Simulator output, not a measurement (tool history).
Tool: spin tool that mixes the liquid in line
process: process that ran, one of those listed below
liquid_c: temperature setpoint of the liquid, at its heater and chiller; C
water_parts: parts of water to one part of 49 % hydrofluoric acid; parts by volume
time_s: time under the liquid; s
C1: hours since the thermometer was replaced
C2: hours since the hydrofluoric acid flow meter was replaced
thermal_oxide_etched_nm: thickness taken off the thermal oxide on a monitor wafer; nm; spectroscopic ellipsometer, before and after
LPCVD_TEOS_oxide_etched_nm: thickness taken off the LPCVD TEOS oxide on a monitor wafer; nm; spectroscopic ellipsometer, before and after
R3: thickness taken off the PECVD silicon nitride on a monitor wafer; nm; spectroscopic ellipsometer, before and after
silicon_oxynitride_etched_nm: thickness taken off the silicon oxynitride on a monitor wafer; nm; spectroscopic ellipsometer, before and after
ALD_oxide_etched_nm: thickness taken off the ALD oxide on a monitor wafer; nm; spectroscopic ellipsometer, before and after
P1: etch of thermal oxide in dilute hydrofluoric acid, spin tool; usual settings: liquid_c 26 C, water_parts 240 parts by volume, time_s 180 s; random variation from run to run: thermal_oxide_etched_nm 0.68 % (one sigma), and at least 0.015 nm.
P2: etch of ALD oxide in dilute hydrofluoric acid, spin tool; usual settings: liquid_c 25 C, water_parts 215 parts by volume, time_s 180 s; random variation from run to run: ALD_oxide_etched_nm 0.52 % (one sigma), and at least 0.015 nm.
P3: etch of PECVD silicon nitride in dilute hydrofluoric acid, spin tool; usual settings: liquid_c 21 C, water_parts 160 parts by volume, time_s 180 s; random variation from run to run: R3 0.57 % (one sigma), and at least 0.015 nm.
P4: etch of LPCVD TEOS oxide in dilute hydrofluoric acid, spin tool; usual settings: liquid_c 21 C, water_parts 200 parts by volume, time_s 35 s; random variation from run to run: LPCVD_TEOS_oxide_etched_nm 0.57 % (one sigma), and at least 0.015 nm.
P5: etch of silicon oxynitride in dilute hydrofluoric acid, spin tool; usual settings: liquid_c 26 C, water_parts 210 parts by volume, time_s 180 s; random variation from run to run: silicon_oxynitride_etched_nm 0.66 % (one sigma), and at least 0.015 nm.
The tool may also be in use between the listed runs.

Run 1, hour 3.4: process P1, liquid_c 26 C, water_parts 240 parts by volume, time_s 180 s; C1 465.8; C2 87.4. Result: thermal_oxide_etched_nm 3.3381 nm.
Run 2, hour 7.4: process P1, liquid_c 19.5 C, water_parts 240 parts by volume, time_s 180 s; C1 469.8; C2 91.4. Result: thermal_oxide_etched_nm 2.6146 nm.
Run 3, hour 11.2: process P1, liquid_c 26 C, water_parts 240 parts by volume, time_s 180 s; C1 473.6; C2 95.2. Result: thermal_oxide_etched_nm 3.3799 nm.
Run 4, hour 16.4: process P4, liquid_c 21 C, water_parts 200 parts by volume, time_s 20 s; C1 478.8; C2 100.4. Result: LPCVD_TEOS_oxide_etched_nm 2.7845 nm.
Run 5, hour 21: process P3, liquid_c 21 C, water_parts 45 parts by volume, time_s 180 s; C1 483.4; C2 105. Result: R3 15.988 nm.
Run 6, hour 26.4: process P1, liquid_c 34 C, water_parts 240 parts by volume, time_s 180 s; C1 488.8; C2 110.4. Result: thermal_oxide_etched_nm 4.317 nm.
Run 7, hour 32.6: process P4, liquid_c 21 C, water_parts 200 parts by volume, time_s 35 s; C1 495; C2 116.6. Result: LPCVD_TEOS_oxide_etched_nm 4.9333 nm.
Run 8, hour 37.1: process P5, liquid_c 26 C, water_parts 370 parts by volume, time_s 180 s; C1 499.5; C2 121.1. Result: silicon_oxynitride_etched_nm 2.0473 nm.
Run 9, hour 39.9: process P1, liquid_c 26 C, water_parts 240 parts by volume, time_s 180 s; C1 502.3; C2 123.9. Result: thermal_oxide_etched_nm 3.326 nm.
Run 10, hour 44: process P5, liquid_c 26 C, water_parts 210 parts by volume, time_s 180 s; C1 506.4; C2 128. Result: silicon_oxynitride_etched_nm 4.0205 nm.
Run 11, hour 47.6: process P2, liquid_c 25 C, water_parts 330 parts by volume, time_s 180 s; C1 510; C2 131.6. Result: ALD_oxide_etched_nm 7.0869 nm.
Run 12, hour 52.1: process P2, liquid_c 18.5 C, water_parts 215 parts by volume, time_s 180 s; C1 514.5; C2 136.1. Result: ALD_oxide_etched_nm 9.4572 nm.
Run 13, hour 57.2: process P1, liquid_c 26 C, water_parts 240 parts by volume, time_s 180 s; C1 519.6; C2 141.2. Result: thermal_oxide_etched_nm 3.37 nm.
Run 14, hour 59.9: process P1, liquid_c 26 C, water_parts 240 parts by volume, time_s 180 s; C1 522.3; C2 143.9. Result: thermal_oxide_etched_nm 3.3038 nm.
Run 15, hour 65.3: process P5, liquid_c 26 C, water_parts 210 parts by volume, time_s 180 s; C1 527.7; C2 149.3. Result: silicon_oxynitride_etched_nm 4.0702 nm.
Run 16, hour 71: process P1, liquid_c 26 C, water_parts 330 parts by volume, time_s 310 s; C1 533.4; C2 155. Result: thermal_oxide_etched_nm 3.8486 nm.
Run 17, hour 73.9: process P3, liquid_c 21 C, water_parts 160 parts by volume, time_s 180 s; C1 536.3; C2 157.9. Result: R3 4.6376 nm.
Run 18, hour 78.1: process P1, liquid_c 26 C, water_parts 240 parts by volume, time_s 35 s; C1 540.5; C2 162.1. Result: thermal_oxide_etched_nm 0.63371 nm.
Run 19, hour 84.2: process P5, liquid_c 26 C, water_parts 210 parts by volume, time_s 275 s; C1 546.6; C2 168.2. Result: silicon_oxynitride_etched_nm 6.2067 nm.
Run 20, hour 89.6: process P1, liquid_c 26 C, water_parts 440 parts by volume, time_s 180 s; C1 552; C2 173.6. Result: thermal_oxide_etched_nm 1.5104 nm.
Run 21, hour 92.6: process P3, liquid_c 21 C, water_parts 160 parts by volume, time_s 285 s; C1 555; C2 176.6. Result: R3 7.3373 nm.
Run 22, hour 98.6: process P4, liquid_c 21 C, water_parts 55 parts by volume, time_s 35 s; C1 561; C2 182.6. Result: LPCVD_TEOS_oxide_etched_nm 21.015 nm.
Run 23, hour 101.7: process P3, liquid_c 28.5 C, water_parts 160 parts by volume, time_s 180 s; C1 564.1; C2 185.7. Result: R3 7.5413 nm.
Run 24, hour 107: process P1, liquid_c 26 C, water_parts 240 parts by volume, time_s 315 s; C1 569.4; C2 191. Result: thermal_oxide_etched_nm 5.8569 nm.
Run 25, hour 111.1: process P1, liquid_c 26 C, water_parts 90 parts by volume, time_s 180 s; C1 573.5; C2 195.1. Result: thermal_oxide_etched_nm 10.776 nm.
Run 26, hour 115.5: process P4, liquid_c 17 C, water_parts 200 parts by volume, time_s 35 s; C1 577.9; C2 199.5. Result: LPCVD_TEOS_oxide_etched_nm 4.2227 nm.
Run 27, hour 119: process P5, liquid_c 18.5 C, water_parts 210 parts by volume, time_s 180 s; C1 581.4; C2 203. Result: silicon_oxynitride_etched_nm 2.9127 nm.
Run 28, hour 124.8: process P2, liquid_c 25 C, water_parts 215 parts by volume, time_s 85 s; C1 587.2; C2 208.8. Result: ALD_oxide_etched_nm 5.6518 nm.
Run 29, hour 129.9: process P4, liquid_c 21 C, water_parts 200 parts by volume, time_s 35 s; C1 592.3; C2 213.9. Result: LPCVD_TEOS_oxide_etched_nm 4.9579 nm.
Run 30, hour 133.9: process P2, liquid_c 25 C, water_parts 215 parts by volume, time_s 180 s; C1 596.3; C2 217.9. Result: ALD_oxide_etched_nm 12.127 nm.
Run 31, hour 137.9: process P1, liquid_c 26 C, water_parts 240 parts by volume, time_s 180 s; C1 600.3; C2 221.9. Result: thermal_oxide_etched_nm 3.3915 nm.
Run 32, hour 143.6: process P1, liquid_c 26 C, water_parts 240 parts by volume, time_s 180 s; C1 606; C2 227.6. Result: thermal_oxide_etched_nm 3.4313 nm.
Run 33, hour 146.4: process P1, liquid_c 26 C, water_parts 240 parts by volume, time_s 180 s; C1 608.8; C2 230.4. Result: thermal_oxide_etched_nm 3.4972 nm.

Run 34 comes next. What will it give?
Run 34, hour 151.8: process P1, liquid_c 26 C, water_parts 240 parts by volume, time_s 180 s; C1 614.2; C2 235.8. Result: thermal_oxide_etched_nm ?.

{"run 34": {"thermal_oxide_etched_nm": 3.4708}}
